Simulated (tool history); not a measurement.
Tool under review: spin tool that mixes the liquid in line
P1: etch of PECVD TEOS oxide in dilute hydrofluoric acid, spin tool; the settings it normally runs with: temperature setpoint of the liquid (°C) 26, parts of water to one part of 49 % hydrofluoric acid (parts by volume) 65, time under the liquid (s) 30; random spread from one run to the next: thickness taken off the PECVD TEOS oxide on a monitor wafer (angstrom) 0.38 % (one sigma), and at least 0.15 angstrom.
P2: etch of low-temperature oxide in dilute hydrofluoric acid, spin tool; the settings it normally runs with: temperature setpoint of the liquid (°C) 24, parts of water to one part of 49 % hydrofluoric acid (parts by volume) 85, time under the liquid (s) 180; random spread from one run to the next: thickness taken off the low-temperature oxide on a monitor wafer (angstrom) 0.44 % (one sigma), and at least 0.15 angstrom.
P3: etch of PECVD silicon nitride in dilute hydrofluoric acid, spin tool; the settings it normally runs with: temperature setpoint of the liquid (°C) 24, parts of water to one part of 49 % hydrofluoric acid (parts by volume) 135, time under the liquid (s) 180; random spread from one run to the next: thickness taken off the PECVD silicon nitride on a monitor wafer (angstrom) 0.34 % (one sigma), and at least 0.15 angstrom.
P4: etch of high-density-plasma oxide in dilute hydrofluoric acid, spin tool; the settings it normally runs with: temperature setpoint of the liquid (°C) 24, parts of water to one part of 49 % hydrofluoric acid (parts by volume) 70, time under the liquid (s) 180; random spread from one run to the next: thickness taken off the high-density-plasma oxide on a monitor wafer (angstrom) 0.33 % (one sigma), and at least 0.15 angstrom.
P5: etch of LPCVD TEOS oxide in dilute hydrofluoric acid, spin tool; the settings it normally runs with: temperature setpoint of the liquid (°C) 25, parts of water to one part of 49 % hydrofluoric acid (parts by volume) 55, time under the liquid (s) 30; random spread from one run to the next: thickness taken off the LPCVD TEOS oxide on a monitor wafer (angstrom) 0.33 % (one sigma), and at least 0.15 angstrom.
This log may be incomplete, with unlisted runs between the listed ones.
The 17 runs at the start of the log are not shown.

run,day,process that ran,temperature setpoint of the liquid (°C),parts of water to one part of 49 % hydrofluoric acid (parts by volume),time under the liquid (s),hours since the thermometer was replaced,hours since the hydrofluoric acid flow meter was replaced,thickness taken off the PECVD TEOS oxide on a monitor wafer (angstrom),thickness taken off the high-density-plasma oxide on a monitor wafer (angstrom),thickness taken off the PECVD silicon nitride on a monitor wafer (angstrom),thickness taken off the low-temperature oxide on a monitor wafer (angstrom),thickness taken off the LPCVD TEOS oxide on a monitor wafer (angstrom)
18,6.912,P3,24,135,55,707.4,526.8,,,23.147,,
19,7.167,P5,25,20,30,713.5,532.9,,,,,359.42
20,7.483,P1,26,65,15,721.1,540.5,68.041,,,,
21,7.75,P5,25,55,30,727.5,546.9,,,,,123.55
22,8.262,P1,26,65,30,739.8,559.2,136.28,,,,
23,8.65,P2,24,150,180,749.1,568.5,,,,144,
24,8.983,P1,26,20,30,757.1,576.5,470.43,,,,
25,9.321,P3,30,135,180,765.2,584.6,,,111.64,,
26,9.862,P3,24,70,180,778.2,597.6,,,146.05,,
27,10.15,P1,26,100,45,785.1,604.5,126.39,,,,
28,10.546,P4,24,70,180,794.6,614,,136.16,,,
29,10.938,P2,24,85,180,804,623.4,,,,272.87,
30,11.475,P1,31,65,30,816.9,636.3,165.47,,,,
31,11.729,P4,24,120,180,823,642.4,,74.439,,,
32,12.15,P2,30.5,85,180,833.1,652.5,,,,354.69,
33,12.725,P1,26,65,30,846.9,666.3,136.96,,,,
34,13.067,P1,26,65,30,855.1,674.5,139.69,,,,
35,13.6,P1,26,65,30,867.9,687.3,143.38,,,,

Estimate the outcome of run 36 from the log above:
36,13.925,P1,26,65,30,875.7,695.1,?,,,,

Run 36 produced thickness taken off the PECVD TEOS oxide on a monitor wafer (angstrom) 144.64.

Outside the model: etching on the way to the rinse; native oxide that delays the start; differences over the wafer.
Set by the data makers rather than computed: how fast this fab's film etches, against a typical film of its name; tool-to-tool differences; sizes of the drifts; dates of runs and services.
